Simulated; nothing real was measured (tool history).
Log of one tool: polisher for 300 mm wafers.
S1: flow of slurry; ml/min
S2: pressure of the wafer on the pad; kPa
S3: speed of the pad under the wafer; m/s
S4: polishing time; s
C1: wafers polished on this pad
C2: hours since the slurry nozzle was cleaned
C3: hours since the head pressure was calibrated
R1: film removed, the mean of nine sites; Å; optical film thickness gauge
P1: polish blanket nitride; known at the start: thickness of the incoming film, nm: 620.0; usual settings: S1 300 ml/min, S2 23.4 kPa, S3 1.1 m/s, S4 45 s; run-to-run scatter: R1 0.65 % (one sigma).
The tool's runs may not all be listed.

run   hour   S1    S2    S3  S4    C1     C2      C3      R1
  1   11.9  300  23.4   1.1  45  1103  345.5   777.8  690.98
  2   26.3  395  23.4   1.1  45  1264  359.9   792.2  699.35
  3   41.6  300  33.1   1.1  45  1435  375.2   807.5  968.86
      46.7  -- worn pad replaced by a new one
  4   51.2  300    11  1.68  45    51  384.8   817.1  461.19
  5   63.4  300  23.4   1.7  45   187    397   829.3  976.41
  6   71.8  300  23.4   1.1  45   281  405.4   837.7  687.88
      74.2  -- slurry nozzle cleaned
  7   79.2  300  10.3   1.1  45   363      5   845.1   302.3
  8   91.1  300  23.4   1.1  45   496   16.9     857  695.95
  9  105.5  300  23.4  0.66  45   657   31.3   871.4  463.15
 10  114.6  300  23.4   1.1  26   758   40.4   880.5  402.29
 11    127  300  13.8   1.1  56   897   52.8   892.9  511.01
 12  140.1  300  23.4   1.1  45  1043   65.9     906  691.58
 13    149  300  23.4   1.1  45  1142   74.8   914.9  692.42
 14  160.9  180  23.4   1.1  45  1275   86.7   926.8  645.57
 15  174.1  300  23.4   1.1  45  1422   99.9     940  693.64
 16  180.8  300  23.4   1.1  45  1497  106.6   946.7  689.54
 17  195.1  300  23.4   1.1  68  1657  120.9     961  1045.7
 18  202.7  300  23.4   1.1  45  1742  128.5   968.6  686.94
 19  215.9  300  23.4   1.1  45  1889  141.7   981.8  675.08
 20  228.3  300  23.4   1.1  45  2027  154.1   994.2  661.62
 21  235.5  300  23.4   1.1  45  2108  161.3  1001.4  663.81
 22  248.5  300  23.4   1.1  45  2253  174.3  1014.4  661.66
     254.2  -- worn pad replaced by a new one
 23  256.4  300  23.4   1.1  45    25  182.2  1022.3  663.79
 24  267.5  300  23.4   1.1  45   148  193.3  1033.4   651.5
 25  281.7  300  23.4   1.1  45   307  207.5  1047.6  656.39
 26  295.3  300  23.4   1.1  45   459  221.1  1061.2  648.58
 27  307.6  300  23.4   1.1  45   596  233.4  1073.5   650.5

What P1 gives has crept away from where it was. These 2 causes fit the log equally well, each at the size given:
A: slurry flow missing at the pad, % = 39.3
B: head's pressure below its setpoint, % = 5.62
The creep began at about hour 202.7.
Why every other cause is out:
removal rate lost through wear of the pad, %: serviced at hour 254.2, which brought nothing back

4 check runs are offered, each on 5 wafers whose results are averaged, their results left as question marks. Which one tells the causes apart?
check 1  319.9  210  23.4   1.1  61               ?
check 2  319.9  300  15.2   1.1  45               ?
check 3  319.9  300  23.4  1.32  45               ?
check 4  319.9  300  30.3  0.82  45               ?

What each check would give under each cause:
  check  result    if A    if B
check 1      R1     831  850.34
check 2      R1  421.81  421.81
check 3      R1  754.25  754.26
check 4      R1  666.93  666.94
How far apart the two closest causes lie, in the result that separates them most: check 1 2.3 %; check 2 0 %; check 3 0 %; check 4 0 %
Only check 1 tells the causes apart: in the others they would give nearly the same result.

Then check 1 was run and gave: R1 828.16 Å. Which cause is it?

It is A: slurry flow missing at the pad, %.
